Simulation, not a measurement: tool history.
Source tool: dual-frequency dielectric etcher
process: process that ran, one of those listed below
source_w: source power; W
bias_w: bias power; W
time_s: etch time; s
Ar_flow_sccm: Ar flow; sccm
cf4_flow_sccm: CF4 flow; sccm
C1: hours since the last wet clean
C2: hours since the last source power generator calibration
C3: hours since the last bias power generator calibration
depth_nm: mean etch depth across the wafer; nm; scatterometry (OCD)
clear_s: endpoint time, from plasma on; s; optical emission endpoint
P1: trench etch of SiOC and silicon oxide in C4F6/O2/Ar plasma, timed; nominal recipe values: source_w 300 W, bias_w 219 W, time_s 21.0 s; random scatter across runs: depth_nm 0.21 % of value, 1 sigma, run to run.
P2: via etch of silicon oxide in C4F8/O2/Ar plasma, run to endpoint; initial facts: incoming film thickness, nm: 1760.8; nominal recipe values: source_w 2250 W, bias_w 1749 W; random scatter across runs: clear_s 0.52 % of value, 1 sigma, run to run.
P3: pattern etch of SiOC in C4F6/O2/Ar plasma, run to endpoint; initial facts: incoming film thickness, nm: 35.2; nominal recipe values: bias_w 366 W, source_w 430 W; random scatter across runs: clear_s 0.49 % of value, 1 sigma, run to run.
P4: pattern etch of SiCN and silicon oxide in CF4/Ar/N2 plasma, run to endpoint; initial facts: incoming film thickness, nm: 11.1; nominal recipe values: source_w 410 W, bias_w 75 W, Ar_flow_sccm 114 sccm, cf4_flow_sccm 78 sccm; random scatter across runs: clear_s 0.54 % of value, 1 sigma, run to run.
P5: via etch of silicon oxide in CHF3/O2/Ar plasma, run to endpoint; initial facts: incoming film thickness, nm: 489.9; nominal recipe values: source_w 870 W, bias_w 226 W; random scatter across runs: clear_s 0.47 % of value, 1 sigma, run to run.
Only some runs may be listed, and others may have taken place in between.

Run 1, hour 12.3: process P1, source_w 300 W, bias_w 219 W, time_s 21.0 s; C1 111.6; C2 2958.3; C3 1579.9. Result: depth_nm 39.337 nm.
Run 2, hour 25.4: process P5, source_w 870 W, bias_w 226 W; C1 124.7; C2 2971.4; C3 1593.0. Result: clear_s 203.360 s.
Run 3, hour 37.2: process P4, source_w 410 W, bias_w 94 W, Ar_flow_sccm 114 sccm, cf4_flow_sccm 78 sccm; C1 136.5; C2 2983.2; C3 1604.8. Result: clear_s 12.891 s.
Run 4, hour 50.3: process P2, source_w 2250 W, bias_w 1251 W; C1 149.6; C2 2996.3; C3 1617.9. Result: clear_s 391.580 s.
Run 5, hour 58.7: process P1, source_w 210 W, bias_w 219 W, time_s 21.0 s; C1 158.0; C2 3004.7; C3 1626.3. Result: depth_nm 34.299 nm.
Run 6, hour 66.8: process P5, source_w 870 W, bias_w 226 W; C1 166.1; C2 3012.8; C3 1634.4. Result: clear_s 204.260 s.
Run 7, hour 75.5: process P4, source_w 410 W, bias_w 75 W, Ar_flow_sccm 114 sccm, cf4_flow_sccm 62 sccm; C1 174.8; C2 3021.5; C3 1643.1. Result: clear_s 14.477 s.
Run 8, hour 88.2: process P2, source_w 2250 W, bias_w 1749 W; C1 187.5; C2 3034.2; C3 1655.8. Result: clear_s 359.950 s.
Run 9, hour 94.6: process P1, source_w 300 W, bias_w 219 W, time_s 11.5 s; C1 193.9; C2 3040.6; C3 1662.2. Result: depth_nm 21.549 nm.
Run 10, hour 100.8: process P3, source_w 430 W, bias_w 366 W; C1 200.1; C2 3046.8; C3 1668.4. Result: clear_s 12.851 s.
Run 11, hour 111.8: process P1, source_w 300 W, bias_w 219 W, time_s 21.0 s; C1 211.1; C2 3057.8; C3 1679.4. Result: depth_nm 39.482 nm.
Run 12, hour 121.2: process P1, source_w 300 W, bias_w 219 W, time_s 27.0 s; C1 220.5; C2 3067.2; C3 1688.8. Result: depth_nm 50.745 nm.
Run 13, hour 135.1: process P1, source_w 300 W, bias_w 219 W, time_s 21.0 s; C1 234.4; C2 3081.1; C3 1702.7. Result: depth_nm 39.400 nm.
Run 14, hour 147.6: process P1, source_w 300 W, bias_w 219 W, time_s 21.0 s; C1 246.9; C2 3093.6; C3 1715.2. Result: depth_nm 39.445 nm.
Run 15, hour 156.6: process P3, source_w 430 W, bias_w 456 W; C1 255.9; C2 3102.6; C3 1724.2. Result: clear_s 11.694 s.
Run 16, hour 169.7: process P4, source_w 410 W, bias_w 75 W, Ar_flow_sccm 68 sccm, cf4_flow_sccm 78 sccm; C1 269.0; C2 3115.7; C3 1737.3. Result: clear_s 13.080 s.
Run 17, hour 178.5: process P1, source_w 300 W, bias_w 142 W, time_s 28.5 s; C1 277.8; C2 3124.5; C3 1746.1. Result: depth_nm 46.477 nm.
At hour 181.8: wet clean of the chamber.
Run 18, hour 192.2: process P1, source_w 300 W, bias_w 160 W, time_s 21.0 s; C1 10.4; C2 3138.2; C3 1759.8. Result: depth_nm 35.388 nm.
Run 19, hour 200.0: process P1, source_w 390 W, bias_w 219 W, time_s 21.0 s; C1 18.2; C2 3146.0; C3 1767.6. Result: depth_nm 43.567 nm.
Run 20, hour 207.6: process P5, source_w 870 W, bias_w 287 W; C1 25.8; C2 3153.6; C3 1775.2. Result: clear_s 186.480 s.
Run 21, hour 217.4: process P1, source_w 300 W, bias_w 269 W, time_s 21.0 s; C1 35.6; C2 3163.4; C3 1785.0. Result: depth_nm 42.163 nm.
Run 22, hour 225.0: process P4, source_w 410 W, bias_w 75 W, Ar_flow_sccm 114 sccm, cf4_flow_sccm 78 sccm; C1 43.2; C2 3171.0; C3 1792.6. Result: clear_s 14.061 s.
Run 23, hour 237.5: process P3, source_w 430 W, bias_w 366 W; C1 55.7; C2 3183.5; C3 1805.1. Result: clear_s 12.748 s.
Run 24, hour 245.5: process P1, source_w 300 W, bias_w 219 W, time_s 21.0 s; C1 63.7; C2 3191.5; C3 1813.1. Result: depth_nm 39.538 nm.
Run 25, hour 253.9: process P3, source_w 550 W, bias_w 366 W; C1 72.1; C2 3199.9; C3 1821.5. Result: clear_s 11.539 s.
Run 26, hour 264.6: process P2, source_w 1340 W, bias_w 1749 W; C1 82.8; C2 3210.6; C3 1832.2. Result: clear_s 441.170 s.
Run 27, hour 272.2: process P5, source_w 620 W, bias_w 226 W; C1 90.4; C2 3218.2; C3 1839.8. Result: clear_s 229.550 s.
Run 28, hour 285.5: process P1, source_w 300 W, bias_w 298 W, time_s 11.5 s; C1 103.7; C2 3231.5; C3 1853.1. Result: depth_nm 23.973 nm.
Run 29, hour 299.3: process P4, source_w 540 W, bias_w 75 W, Ar_flow_sccm 114 sccm, cf4_flow_sccm 78 sccm; C1 117.5; C2 3245.3; C3 1866.9. Result: clear_s 10.991 s.
Run 30, hour 310.8: process P1, source_w 300 W, bias_w 219 W, time_s 21.0 s; C1 129.0; C2 3256.8; C3 1878.4. Result: depth_nm 39.388 nm.
Run 31, hour 321.0: process P1, source_w 300 W, bias_w 219 W, time_s 21.0 s; C1 139.2; C2 3267.0; C3 1888.6. Result: depth_nm 39.066 nm.
Run 32, hour 334.2: process P1, source_w 300 W, bias_w 219 W, time_s 21.0 s; C1 152.4; C2 3280.2; C3 1901.8. Result: depth_nm 38.980 nm.
Run 33, hour 344.1: process P1, source_w 300 W, bias_w 219 W, time_s 21.0 s; C1 162.3; C2 3290.1; C3 1911.7. Result: depth_nm 38.837 nm.
At hour 352.9: wet clean of the chamber.
Run 34, hour 356.1: process P1, source_w 300 W, bias_w 219 W, time_s 21.0 s; C1 3.3; C2 3302.1; C3 1923.7. Result: depth_nm 38.718 nm.
Run 35, hour 365.9: process P1, source_w 300 W, bias_w 219 W, time_s 21.0 s; C1 13.1; C2 3311.9; C3 1933.5. Result: depth_nm 38.661 nm.
Run 36, hour 373.8: process P1, source_w 300 W, bias_w 219 W, time_s 21.0 s; C1 21.0; C2 3319.8; C3 1941.4. Result: depth_nm 38.888 nm.
Run 37, hour 384.1: process P1, source_w 300 W, bias_w 219 W, time_s 21.0 s; C1 31.3; C2 3330.1; C3 1951.7. Result: depth_nm 38.933 nm.

The output of P1 has drifted from where it used to be. Each of the 2 causes below, taken at the size shown beside it, accounts for the log equally well:
A: source power that arrives under what is set, % = 4.11
B: bias power that arrives under what is set, % = 4.68
The gradual shift began around hour 310.8.
Excluded causes, each with its reason:
chamber walls in a state that lowers the etch rate, %: serviced at hour 352.9, which brought nothing back

Below are 4 check runs, each averaged over 5 wafers, with their results shown as question marks. Which of them would give clearly different results depending on which cause is behind the drift?
Run check 1, hour 394.4: process P3, source_w 530 W, bias_w 448 W. Result: clear_s ?.
Run check 2, hour 394.4: process P4, source_w 520 W, bias_w 88 W, Ar_flow_sccm 114 sccm, cf4_flow_sccm 78 sccm. Result: clear_s ?.
Run check 3, hour 394.4: process P2, source_w 1410 W, bias_w 1352 W. Result: clear_s ?.
Run check 4, hour 394.4: process P5, source_w 870 W, bias_w 274 W. Result: clear_s ?.

How each check would come out, cause by cause:
  check   result     if A     if B
check 1  clear_s   11.115   11.134
check 2  clear_s   11.105   10.883
check 3  clear_s  472.960  470.970
check 4  clear_s  192.840  193.060
How far apart the two closest causes lie, in the result that separates them most: check 1 0.17 %; check 2 2.02 %; check 3 0.42 %; check 4 0.12 %
The causes can be told apart only by check 2. The other checks would give nearly the same results under each of them.

Then check 2 was run and gave: clear_s 11.144 s. Which cause is it?

It was cause A: source power that arrives under what is set, %.

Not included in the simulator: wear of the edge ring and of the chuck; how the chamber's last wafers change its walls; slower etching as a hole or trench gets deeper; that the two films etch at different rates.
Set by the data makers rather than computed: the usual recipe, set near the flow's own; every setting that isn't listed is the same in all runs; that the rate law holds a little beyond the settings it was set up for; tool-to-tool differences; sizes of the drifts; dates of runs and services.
